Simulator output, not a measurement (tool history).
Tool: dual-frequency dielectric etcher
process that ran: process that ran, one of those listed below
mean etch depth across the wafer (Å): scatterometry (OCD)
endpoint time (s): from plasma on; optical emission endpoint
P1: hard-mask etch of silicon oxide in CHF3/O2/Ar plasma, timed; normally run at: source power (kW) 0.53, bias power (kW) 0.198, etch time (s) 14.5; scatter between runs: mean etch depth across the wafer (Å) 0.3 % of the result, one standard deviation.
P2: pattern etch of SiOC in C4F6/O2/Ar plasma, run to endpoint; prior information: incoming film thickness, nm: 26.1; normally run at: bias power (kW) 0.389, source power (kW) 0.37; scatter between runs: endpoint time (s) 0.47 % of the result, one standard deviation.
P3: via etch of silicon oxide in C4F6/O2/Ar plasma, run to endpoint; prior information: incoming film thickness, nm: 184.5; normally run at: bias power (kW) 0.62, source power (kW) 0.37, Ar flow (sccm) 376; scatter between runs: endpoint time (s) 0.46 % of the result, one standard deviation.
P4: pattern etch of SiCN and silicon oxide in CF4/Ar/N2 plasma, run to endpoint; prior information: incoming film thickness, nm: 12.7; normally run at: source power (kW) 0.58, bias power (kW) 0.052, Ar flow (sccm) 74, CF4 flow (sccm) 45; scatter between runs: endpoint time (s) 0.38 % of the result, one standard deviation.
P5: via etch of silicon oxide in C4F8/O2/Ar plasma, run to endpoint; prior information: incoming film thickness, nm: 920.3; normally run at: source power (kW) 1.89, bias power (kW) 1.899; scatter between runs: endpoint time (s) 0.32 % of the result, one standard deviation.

run   hour  process that ran  source power (kW)  bias power (kW)  etch time (s)  Ar flow (sccm)  CF4 flow (sccm)  hours since the last wet clean  hours since the last source power generator calibration  hours since the last bias power generator calibration  mean etch depth across the wafer (Å)  endpoint time (s)
  1   11.8                P1               0.53            0.198           14.5                                                            302.9                                                    550.9                                                  775.2                                279.64
  2   23.6                P1               0.53            0.198           14.5                                                            314.7                                                    562.7                                                    787                                279.31
  3   33.4                P5               1.89            1.899                                                                           324.5                                                    572.5                                                  796.8                                                   185.74
  4   46.1                P1               0.37            0.198           14.5                                                            337.2                                                    585.2                                                  809.5                                244.46
  5   60.9                P5               1.89            1.246                                                                             352                                                      600                                                  824.3                                                   208.45
  6   72.2                P4               0.76            0.052                             74               45                           363.3                                                    611.3                                                  835.6                                                   10.318
  7   88.1                P5               2.32            1.899                                                                           379.2                                                    627.2                                                  851.5                                                   171.79
  8  101.6                P1               0.53            0.143           14.5                                                            392.7                                                    640.7                                                    865                                253.55
  9    115                P4               0.58            0.052                             46               45                           406.1                                                    654.1                                                  878.4                                                   12.156
 10    129                P1               0.45            0.198            8.5                                                            420.1                                                    668.1                                                  892.4                                155.03
 11  143.8                P2               0.37            0.389                                                                           434.9                                                    682.9                                                  907.2                                                   10.137
 12    159                P2               0.37            0.389                                                                           450.1                                                    698.1                                                  922.4                                                   10.081
 13  171.1                P1               0.53            0.198           14.5                                                            462.2                                                    710.2                                                  934.5                                278.95
 14  185.4                P4               0.58            0.067                             74               45                           476.5                                                    724.5                                                  948.8                                                   12.199
 15  194.8                P4               0.58            0.052                             74               45                           485.9                                                    733.9                                                  958.2                                                   13.328
 16  211.7                P1               0.53            0.198           14.5                                                            502.8                                                    750.8                                                  975.1                                280.83
 17  224.9                P1               0.53            0.198           14.5                                                              516                                                      764                                                  988.3                                281.21
 18  238.9                P4               0.58            0.052                             74               59                             530                                                      778                                                 1002.3                                                   12.733
 19  254.6                P1               0.53            0.198            9.5                                                            545.7                                                    793.7                                                   1018                                183.57
 20  267.1                P1               0.72            0.198           14.5                                                            558.2                                                    806.2                                                 1030.5                                315.94
 21  275.2                P3               0.48             0.62                            376                                            566.3                                                    814.3                                                 1038.6                                                   36.972
 22  287.9                P3               0.37             0.84                            376                                              579                                                      827                                                 1051.3                                                   36.077
     289.4  -- source power generator calibrated
 23  298.4                P4               0.58            0.052                             74               45                           589.5                                                        9                                                 1061.8                                                   13.231
 24  311.4                P3               0.37             0.62                            376                                            602.5                                                       22                                                 1074.8                                                   40.732
 25  326.2                P3               0.37             0.62                            376                                            617.3                                                     36.8                                                 1089.6                                                   40.835
 26  334.4                P2               0.23            0.389                                                                           625.5                                                       45                                                 1097.8                                                   12.206
 27  349.3                P3               0.37             0.62                            274                                            640.4                                                     59.9                                                 1112.7                                                   39.152
 28  359.8                P1               0.53            0.198             19                                                            650.9                                                     70.4                                                 1123.2                                366.63
 29  373.9                P1               0.53            0.263           14.5                                                              665                                                     84.5                                                 1137.3                                309.21
 30  390.6                P1               0.53            0.198           14.5                                                            681.7                                                    101.2                                                   1154                                280.88
 31  401.2                P1               0.53            0.198           14.5                                                            692.3                                                    111.8                                                 1164.6                                281.52
 32  410.2                P2               0.37            0.512                                                                           701.3                                                    120.8                                                 1173.6                                                   9.1427
 33  419.5                P1               0.53            0.198           14.5                                                            710.6                                                    130.1                                                 1182.9                                280.61
 34  435.8                P1               0.53            0.198           14.5                                                            726.9                                                    146.4                                                 1199.2                                279.16
 35  443.5                P1               0.53            0.198           14.5                                                            734.6                                                    154.1                                                 1206.9                                 276.1
     451.9  -- wet clean of the chamber
 36  452.8                P1               0.53            0.198           14.5                                                              0.9                                                    163.4                                                 1216.2                                276.03
 37  465.3                P1               0.53            0.198           14.5                                                             13.4                                                    175.9                                                 1228.7                                277.48
 38  479.9                P1               0.53            0.198           14.5                                                               28                                                    190.5                                                 1243.3                                275.58
 39  487.6                P1               0.53            0.198           14.5                                                             35.7                                                    198.2                                                   1251                                275.68

What P1 gives has crept off from where it sat before. The 2 causes that follow fit the log equally well, each at the size noted:
A: source power that arrives under what is set, % = 3.92
B: bias power that arrives under what is set, % = 4.31
The creep began at about hour 419.5.
The rest of the possible causes, and what rules out each one:
chamber walls in a state that lowers the etch rate, %: serviced at hour 451.9, which brought nothing back

The 4 check runs listed below each average the results of 2 wafers, and their outcomes are marked with question marks. Under which run would the listed causes produce clearly different results?
check 1  495.3                P2                0.3            0.389                                                                                                                                                                                                                                                        ?
check 2  495.3                P5               1.89            1.257                                                                                                                                                                                                                                                        ?
check 3  495.3                P3               0.37            0.824                            376                                                                                                                                                                                                                         ?
check 4  495.3                P4               0.69            0.052                             57               45                                                                                                                                                                                                        ?

What every check run would give for each of its results, assuming each possible cause in turn:
  check             result    if A    if B
check 1  endpoint time (s)  11.115  11.128
check 2  endpoint time (s)  211.59  210.51
check 3  endpoint time (s)  36.859  36.975
check 4  endpoint time (s)  11.258  11.002
Distance between the nearest two causes, measured in the result of the check that separates them most: check 1 0.12 %; check 2 0.51 %; check 3 0.31 %; check 4 2.3 %
Only check 4 tells the causes apart: in the others they would give nearly the same result.

Here is what check 4 returned: endpoint time (s) 11.306. Which cause is it?

Of the candidate causes, it is A: source power that arrives under what is set, %.
